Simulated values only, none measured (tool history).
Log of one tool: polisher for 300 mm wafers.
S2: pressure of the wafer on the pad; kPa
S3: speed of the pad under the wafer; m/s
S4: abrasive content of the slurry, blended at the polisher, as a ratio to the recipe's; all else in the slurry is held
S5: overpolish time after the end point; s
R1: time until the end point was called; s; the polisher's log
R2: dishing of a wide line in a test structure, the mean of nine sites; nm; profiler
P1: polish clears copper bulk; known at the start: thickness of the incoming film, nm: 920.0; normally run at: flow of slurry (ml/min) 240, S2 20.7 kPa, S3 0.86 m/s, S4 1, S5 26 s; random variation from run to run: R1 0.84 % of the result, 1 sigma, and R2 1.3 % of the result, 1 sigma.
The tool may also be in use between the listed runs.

run 1 hour=7.5 | flow_of_slurry_(ml/min)=240 S2=20.7 S3=0.86 S4=1 S5=26 | R1=130.98 R2=90.561
run 2 hour=11.1 | flow_of_slurry_(ml/min)=240 S2=20.7 S3=0.86 S4=1 S5=26 | R1=131.44 R2=90.092
-- hour=13.5 slurry blender recalibrated
run 3 hour=17.3 | flow_of_slurry_(ml/min)=240 S2=20.7 S3=0.86 S4=1 S5=26 | R1=130.77 R2=90.549
run 4 hour=24.9 | flow_of_slurry_(ml/min)=240 S2=20.7 S3=0.86 S4=1.25 S5=26 | R1=127.2 R2=88.875
run 5 hour=31.9 | flow_of_slurry_(ml/min)=240 S2=26.2 S3=0.86 S4=1 S5=26 | R1=105.18 R2=104.6
run 6 hour=35.3 | flow_of_slurry_(ml/min)=240 S2=29 S3=1.32 S4=1 S5=26 | R1=61.143 R2=136.29
run 7 hour=42.2 | flow_of_slurry_(ml/min)=240 S2=20.7 S3=0.86 S4=1 S5=51 | R1=130.72 R2=122.39
run 8 hour=47.5 | flow_of_slurry_(ml/min)=240 S2=26.2 S3=1.08 S4=1 S5=26 | R1=83.148 R2=121.19
run 9 hour=53.3 | flow_of_slurry_(ml/min)=310 S2=20.7 S3=0.86 S4=1 S5=26 | R1=130.1 R2=92.063
run 10 hour=59.9 | flow_of_slurry_(ml/min)=240 S2=20.7 S3=0.86 S4=1 S5=26 | R1=134.45 R2=89.753
run 11 hour=64.6 | flow_of_slurry_(ml/min)=240 S2=12.4 S3=0.86 S4=1 S5=26 | R1=223.13 R2=60.392
run 12 hour=70.6 | flow_of_slurry_(ml/min)=240 S2=20.7 S3=0.86 S4=0.6 S5=26 | R1=147.07 R2=83.646
run 13 hour=74 | flow_of_slurry_(ml/min)=240 S2=20.7 S3=0.54 S4=1 S5=26 | R1=213.38 R2=66.328
run 14 hour=79.7 | flow_of_slurry_(ml/min)=240 S2=20.7 S3=1.32 S4=1 S5=26 | R1=86.337 R2=111.17
run 15 hour=86.6 | flow_of_slurry_(ml/min)=240 S2=20.7 S3=0.86 S4=1 S5=26 | R1=134.86 R2=88.653
run 16 hour=90.7 | flow_of_slurry_(ml/min)=240 S2=20.7 S3=0.86 S4=1 S5=8 | R1=132.03 R2=37.767
run 17 hour=96.2 | flow_of_slurry_(ml/min)=240 S2=20.7 S3=0.86 S4=1 S5=26 | R1=132.08 R2=90.835
run 18 hour=104 | flow_of_slurry_(ml/min)=145 S2=20.7 S3=0.86 S4=1 S5=26 | R1=143.04 R2=86.803
run 19 hour=110.9 | flow_of_slurry_(ml/min)=240 S2=20.7 S3=0.86 S4=1 S5=26 | R1=131.41 R2=88.41

Forecast run 20:
run 20 hour=115.5 | flow_of_slurry_(ml/min)=240 S2=20.7 S3=0.86 S4=1 S5=26 | R1=? R2=?

Run 20 gave R1 134.84 s, R2 88.541 nm.
